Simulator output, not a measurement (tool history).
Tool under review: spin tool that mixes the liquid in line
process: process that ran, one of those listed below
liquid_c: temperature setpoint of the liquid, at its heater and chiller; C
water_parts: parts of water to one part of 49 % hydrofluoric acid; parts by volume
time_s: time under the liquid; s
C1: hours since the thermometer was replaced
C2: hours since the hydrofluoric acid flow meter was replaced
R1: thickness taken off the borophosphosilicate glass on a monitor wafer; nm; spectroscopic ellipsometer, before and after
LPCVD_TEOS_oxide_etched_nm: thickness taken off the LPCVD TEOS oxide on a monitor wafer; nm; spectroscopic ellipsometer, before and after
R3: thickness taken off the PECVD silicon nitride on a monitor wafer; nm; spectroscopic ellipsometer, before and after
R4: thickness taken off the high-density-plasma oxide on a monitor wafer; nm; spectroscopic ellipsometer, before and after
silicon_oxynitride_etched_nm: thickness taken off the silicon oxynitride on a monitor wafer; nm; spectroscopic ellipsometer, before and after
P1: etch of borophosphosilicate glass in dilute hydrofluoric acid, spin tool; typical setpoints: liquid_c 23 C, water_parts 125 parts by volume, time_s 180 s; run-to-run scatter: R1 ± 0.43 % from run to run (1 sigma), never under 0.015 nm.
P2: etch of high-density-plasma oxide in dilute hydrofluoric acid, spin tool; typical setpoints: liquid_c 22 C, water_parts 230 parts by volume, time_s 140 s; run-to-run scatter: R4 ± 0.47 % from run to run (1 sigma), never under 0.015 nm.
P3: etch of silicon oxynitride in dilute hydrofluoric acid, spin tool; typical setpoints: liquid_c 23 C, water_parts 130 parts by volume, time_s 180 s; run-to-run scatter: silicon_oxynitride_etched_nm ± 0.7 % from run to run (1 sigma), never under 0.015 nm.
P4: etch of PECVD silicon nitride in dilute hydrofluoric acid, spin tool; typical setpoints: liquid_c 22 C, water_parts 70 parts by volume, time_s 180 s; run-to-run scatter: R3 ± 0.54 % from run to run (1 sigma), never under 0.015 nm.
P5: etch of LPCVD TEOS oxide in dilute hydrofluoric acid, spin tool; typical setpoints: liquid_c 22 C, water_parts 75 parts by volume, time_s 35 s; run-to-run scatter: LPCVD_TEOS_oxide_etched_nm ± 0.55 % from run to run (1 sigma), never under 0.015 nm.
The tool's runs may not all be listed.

Run 1, day 0.292: process P1, liquid_c 23 C, water_parts 125 parts by volume, time_s 180 s; C1 1618.2; C2 154.2. Result: R1 46.5240 nm.
Run 2, day 0.542: process P5, liquid_c 22 C, water_parts 75 parts by volume, time_s 35 s; C1 1624.2; C2 160.2. Result: LPCVD_TEOS_oxide_etched_nm 13.1980 nm.
Run 3, day 0.846: process P4, liquid_c 18 C, water_parts 70 parts by volume, time_s 180 s; C1 1631.5; C2 167.5. Result: R3 2.92160 nm.
Run 4, day 1.217: process P4, liquid_c 22 C, water_parts 70 parts by volume, time_s 180 s; C1 1640.4; C2 176.4. Result: R3 3.82730 nm.
Run 5, day 1.633: process P2, liquid_c 22 C, water_parts 230 parts by volume, time_s 140 s; C1 1650.4; C2 186.4. Result: R4 5.02540 nm.
Run 6, day 2.033: process P5, liquid_c 22 C, water_parts 75 parts by volume, time_s 15 s; C1 1660.0; C2 196.0. Result: LPCVD_TEOS_oxide_etched_nm 5.6793 nm.
Run 7, day 2.258: process P3, liquid_c 23 C, water_parts 210 parts by volume, time_s 180 s; C1 1665.4; C2 201.4. Result: silicon_oxynitride_etched_nm 1.8540 nm.
Run 8, day 2.658: process P1, liquid_c 23 C, water_parts 125 parts by volume, time_s 180 s; C1 1675.0; C2 211.0. Result: R1 46.9920 nm.
Run 9, day 3.038: process P1, liquid_c 23 C, water_parts 125 parts by volume, time_s 180 s; C1 1684.1; C2 220.1. Result: R1 46.9090 nm.
Run 10, day 3.279: process P1, liquid_c 28 C, water_parts 125 parts by volume, time_s 180 s; C1 1689.9; C2 225.9. Result: R1 56.8230 nm.
Run 11, day 3.629: process P3, liquid_c 30 C, water_parts 130 parts by volume, time_s 180 s; C1 1698.3; C2 234.3. Result: silicon_oxynitride_etched_nm 4.3259 nm.
Run 12, day 3.912: process P1, liquid_c 23 C, water_parts 125 parts by volume, time_s 20 s; C1 1705.1; C2 241.1. Result: R1 5.1862 nm.
Run 13, day 4.171: process P4, liquid_c 22 C, water_parts 70 parts by volume, time_s 20 s; C1 1711.3; C2 247.3. Result: R3 0.41031 nm.
Run 14, day 4.571: process P1, liquid_c 23 C, water_parts 125 parts by volume, time_s 180 s; C1 1720.9; C2 256.9. Result: R1 46.6640 nm.
Run 15, day 4.858: process P2, liquid_c 22 C, water_parts 230 parts by volume, time_s 15 s; C1 1727.8; C2 263.8. Result: R4 0.53133 nm.
Run 16, day 5.117: process P5, liquid_c 22 C, water_parts 140 parts by volume, time_s 35 s; C1 1734.0; C2 270.0. Result: LPCVD_TEOS_oxide_etched_nm 6.5976 nm.
Run 17, day 5.433: process P3, liquid_c 23 C, water_parts 130 parts by volume, time_s 180 s; C1 1741.6; C2 277.6. Result: silicon_oxynitride_etched_nm 3.1443 nm.
Run 18, day 5.692: process P5, liquid_c 17 C, water_parts 75 parts by volume, time_s 35 s; C1 1747.8; C2 283.8. Result: LPCVD_TEOS_oxide_etched_nm 10.7160 nm.
Run 19, day 6.071: process P1, liquid_c 23 C, water_parts 125 parts by volume, time_s 180 s; C1 1756.9; C2 292.9. Result: R1 47.2040 nm.
Run 20, day 6.371: process P3, liquid_c 23 C, water_parts 130 parts by volume, time_s 180 s; C1 1764.1; C2 300.1. Result: silicon_oxynitride_etched_nm 3.2226 nm.
Run 21, day 6.658: process P1, liquid_c 23 C, water_parts 220 parts by volume, time_s 180 s; C1 1771.0; C2 307.0. Result: R1 24.0810 nm.
Run 22, day 7.058: process P2, liquid_c 22 C, water_parts 75 parts by volume, time_s 140 s; C1 1780.6; C2 316.6. Result: R4 18.21800 nm.
Run 23, day 7.412: process P1, liquid_c 23 C, water_parts 170 parts by volume, time_s 110 s; C1 1789.1; C2 325.1. Result: R1 19.9860 nm.
At day 7.600: thermometer replaced.
Run 24, day 7.692: process P1, liquid_c 23 C, water_parts 125 parts by volume, time_s 345 s; C1 2.2; C2 331.8. Result: R1 89.5590 nm.
Run 25, day 8.100: process P3, liquid_c 23 C, water_parts 130 parts by volume, time_s 265 s; C1 12.0; C2 341.6. Result: silicon_oxynitride_etched_nm 4.6425 nm.
Run 26, day 8.421: process P4, liquid_c 22 C, water_parts 130 parts by volume, time_s 180 s; C1 19.7; C2 349.3. Result: R3 2.10220 nm.
Run 27, day 8.846: process P2, liquid_c 17 C, water_parts 230 parts by volume, time_s 140 s; C1 29.9; C2 359.5. Result: R4 4.19980 nm.
Run 28, day 9.200: process P1, liquid_c 23 C, water_parts 75 parts by volume, time_s 180 s; C1 38.4; C2 368.0. Result: R1 82.9040 nm.
Run 29, day 9.554: process P5, liquid_c 22 C, water_parts 75 parts by volume, time_s 35 s; C1 46.9; C2 376.5. Result: LPCVD_TEOS_oxide_etched_nm 13.2420 nm.
Run 30, day 9.912: process P1, liquid_c 17 C, water_parts 125 parts by volume, time_s 180 s; C1 55.5; C2 385.1. Result: R1 36.7840 nm.
Run 31, day 10.250: process P1, liquid_c 23 C, water_parts 125 parts by volume, time_s 180 s; C1 63.6; C2 393.2. Result: R1 47.0290 nm.
Run 32, day 10.583: process P1, liquid_c 23 C, water_parts 125 parts by volume, time_s 180 s; C1 71.6; C2 401.2. Result: R1 45.4970 nm.
Run 33, day 10.875: process P1, liquid_c 23 C, water_parts 125 parts by volume, time_s 180 s; C1 78.6; C2 408.2. Result: R1 44.4120 nm.
Run 34, day 11.104: process P1, liquid_c 23 C, water_parts 125 parts by volume, time_s 180 s; C1 84.1; C2 413.7. Result: R1 44.1750 nm.
Run 35, day 11.450: process P1, liquid_c 23 C, water_parts 125 parts by volume, time_s 180 s; C1 92.4; C2 422.0. Result: R1 43.9450 nm.
Run 36, day 11.717: process P1, liquid_c 23 C, water_parts 125 parts by volume, time_s 180 s; C1 98.8; C2 428.4. Result: R1 43.8350 nm.
Run 37, day 12.129: process P1, liquid_c 23 C, water_parts 125 parts by volume, time_s 180 s; C1 108.7; C2 438.3. Result: R1 43.4710 nm.
Run 38, day 12.517: process P1, liquid_c 23 C, water_parts 125 parts by volume, time_s 180 s; C1 118.0; C2 447.6. Result: R1 43.7050 nm.
Run 39, day 12.858: process P1, liquid_c 23 C, water_parts 125 parts by volume, time_s 180 s; C1 126.2; C2 455.8. Result: R1 43.5630 nm.

The output of P1 has drifted from where it used to be. Each of the 2 causes below, taken at the size shown beside it, accounts for the log equally well:
A: liquid colder than its thermometer reads (K) = 1.95
B: hydrofluoric acid flow below the setpoint (%) = 6.49
The drift started at roughly day 10.250.

Below are 4 check runs, each on a single wafer, with their results shown as question marks. Which of them would tell the listed causes apart, meaning the causes would give clearly different results under it?
Run check 1, day 13.200: process P4, liquid_c 22 C, water_parts 100 parts by volume, time_s 180 s. Result: R3 ?.
Run check 2, day 13.200: process P2, liquid_c 22 C, water_parts 85 parts by volume, time_s 40 s. Result: R4 ?.
Run check 3, day 13.200: process P3, liquid_c 27 C, water_parts 190 parts by volume, time_s 180 s. Result: silicon_oxynitride_etched_nm ?.
Run check 4, day 13.200: process P5, liquid_c 17 C, water_parts 105 parts by volume, time_s 35 s. Result: LPCVD_TEOS_oxide_etched_nm ?.

Outcome of each check run for each possible cause:
  check                        result     if A     if B
check 1                            R3  2.36360  2.52440
check 2                            R4  4.19150  4.21680
check 3  silicon_oxynitride_etched_nm   2.2807   2.2981
check 4    LPCVD_TEOS_oxide_etched_nm   6.8437   6.8997
How far apart the two closest causes lie, in the result that separates them most: check 1 6.58 %; check 2 0.6 %; check 3 0.76 %; check 4 0.81 %
The causes can be told apart only by check 1. The other checks would give nearly the same results under each of them.

The results of check 1 are: R3 2.53750 nm. Based on these, which of the listed causes is it?

The cause is B: hydrofluoric acid flow below the setpoint (%).

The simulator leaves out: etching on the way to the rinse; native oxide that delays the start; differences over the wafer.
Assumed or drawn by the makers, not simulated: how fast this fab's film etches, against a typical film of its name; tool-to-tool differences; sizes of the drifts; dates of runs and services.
